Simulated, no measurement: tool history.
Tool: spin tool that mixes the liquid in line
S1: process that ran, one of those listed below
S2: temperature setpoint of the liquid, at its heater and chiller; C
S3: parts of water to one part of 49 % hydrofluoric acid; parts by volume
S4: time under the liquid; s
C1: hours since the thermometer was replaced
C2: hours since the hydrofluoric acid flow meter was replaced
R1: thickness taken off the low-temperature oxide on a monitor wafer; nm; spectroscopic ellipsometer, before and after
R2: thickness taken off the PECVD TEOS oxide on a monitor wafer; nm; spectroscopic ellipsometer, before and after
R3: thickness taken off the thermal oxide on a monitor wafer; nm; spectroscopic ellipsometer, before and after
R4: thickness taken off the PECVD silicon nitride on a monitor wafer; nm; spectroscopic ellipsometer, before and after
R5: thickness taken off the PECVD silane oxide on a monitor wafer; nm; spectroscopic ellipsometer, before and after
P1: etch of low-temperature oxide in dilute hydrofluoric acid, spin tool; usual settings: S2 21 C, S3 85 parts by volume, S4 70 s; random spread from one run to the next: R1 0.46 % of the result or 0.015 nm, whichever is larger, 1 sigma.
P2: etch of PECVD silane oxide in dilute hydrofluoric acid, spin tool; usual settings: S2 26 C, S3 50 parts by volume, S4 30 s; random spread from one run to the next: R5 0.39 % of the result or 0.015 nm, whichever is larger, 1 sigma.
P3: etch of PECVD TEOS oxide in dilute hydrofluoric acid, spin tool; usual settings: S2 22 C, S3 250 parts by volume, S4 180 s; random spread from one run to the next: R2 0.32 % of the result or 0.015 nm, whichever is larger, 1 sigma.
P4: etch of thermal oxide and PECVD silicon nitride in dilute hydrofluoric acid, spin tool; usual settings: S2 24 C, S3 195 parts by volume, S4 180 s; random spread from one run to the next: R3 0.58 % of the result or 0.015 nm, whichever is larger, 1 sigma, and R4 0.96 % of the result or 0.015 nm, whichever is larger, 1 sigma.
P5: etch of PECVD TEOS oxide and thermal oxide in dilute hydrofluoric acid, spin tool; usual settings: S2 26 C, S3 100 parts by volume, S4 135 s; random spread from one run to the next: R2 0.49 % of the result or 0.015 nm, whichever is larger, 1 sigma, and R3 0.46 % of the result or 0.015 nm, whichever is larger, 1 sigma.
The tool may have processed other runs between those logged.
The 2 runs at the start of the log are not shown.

{"run": 3, "hour": 28.0, "S1": "P1", "S2": 21, "S3": 150, "S4": 70, "C1": 1473.7, "C2": 625.5, "R1": 7.209}
{"run": 4, "hour": 35.0, "S1": "P5", "S2": 26, "S3": 100, "S4": 135, "C1": 1480.7, "C2": 632.5, "R2": 30.621, "R3": 6.6461}
{"run": 5, "hour": 41.1, "S1": "P1", "S2": 21, "S3": 55, "S4": 70, "C1": 1486.8, "C2": 638.6, "R1": 21.879}
{"run": 6, "hour": 48.1, "S1": "P5", "S2": 26, "S3": 100, "S4": 135, "C1": 1493.8, "C2": 645.6, "R2": 30.406, "R3": 6.6551}
{"run": 7, "hour": 56.4, "S1": "P4", "S2": 24, "S3": 45, "S4": 180, "C1": 1502.1, "C2": 653.9, "R3": 20.423, "R4": 10.004}
{"run": 8, "hour": 64.7, "S1": "P1", "S2": 21, "S3": 85, "S4": 40, "C1": 1510.4, "C2": 662.2, "R1": 7.8747}
{"run": 9, "hour": 74.8, "S1": "P1", "S2": 21, "S3": 85, "S4": 70, "C1": 1520.5, "C2": 672.3, "R1": 13.7}
{"hour": 78.3, "done": "thermometer replaced"}
{"run": 10, "hour": 87.1, "S1": "P3", "S2": 22, "S3": 250, "S4": 260, "C1": 8.8, "C2": 684.6, "R2": 15.384}
{"run": 11, "hour": 98.4, "S1": "P5", "S2": 26, "S3": 100, "S4": 65, "C1": 20.1, "C2": 695.9, "R2": 14.692, "R3": 3.2051}
{"run": 12, "hour": 108.6, "S1": "P1", "S2": 21, "S3": 85, "S4": 70, "C1": 30.3, "C2": 706.1, "R1": 13.669}
{"run": 13, "hour": 118.4, "S1": "P3", "S2": 22, "S3": 250, "S4": 180, "C1": 40.1, "C2": 715.9, "R2": 10.669}
{"run": 14, "hour": 131.4, "S1": "P4", "S2": 24, "S3": 195, "S4": 55, "C1": 53.1, "C2": 728.9, "R3": 1.211, "R4": 0.71113}
{"run": 15, "hour": 138.8, "S1": "P1", "S2": 21, "S3": 30, "S4": 20, "C1": 60.5, "C2": 736.3, "R1": 11.904}
{"run": 16, "hour": 146.4, "S1": "P1", "S2": 17, "S3": 85, "S4": 20, "C1": 68.1, "C2": 743.9, "R1": 3.2971}
{"run": 17, "hour": 152.5, "S1": "P1", "S2": 21, "S3": 85, "S4": 70, "C1": 74.2, "C2": 750.0, "R1": 13.725}
{"run": 18, "hour": 159.4, "S1": "P2", "S2": 26, "S3": 50, "S4": 30, "C1": 81.1, "C2": 756.9, "R5": 13.587}
{"run": 19, "hour": 166.6, "S1": "P3", "S2": 22, "S3": 65, "S4": 180, "C1": 88.3, "C2": 764.1, "R2": 50.331}
{"run": 20, "hour": 176.6, "S1": "P1", "S2": 21, "S3": 85, "S4": 70, "C1": 98.3, "C2": 774.1, "R1": 13.713}
{"run": 21, "hour": 188.1, "S1": "P2", "S2": 26, "S3": 30, "S4": 30, "C1": 109.8, "C2": 785.6, "R5": 23.242}

Expected results for the next run?
{"run": 22, "hour": 200.1, "S1": "P1", "S2": 21, "S3": 85, "S4": 125, "C1": 121.8, "C2": 797.6, "R1": "?"}

{"run 22": {"R1": 24.578}}
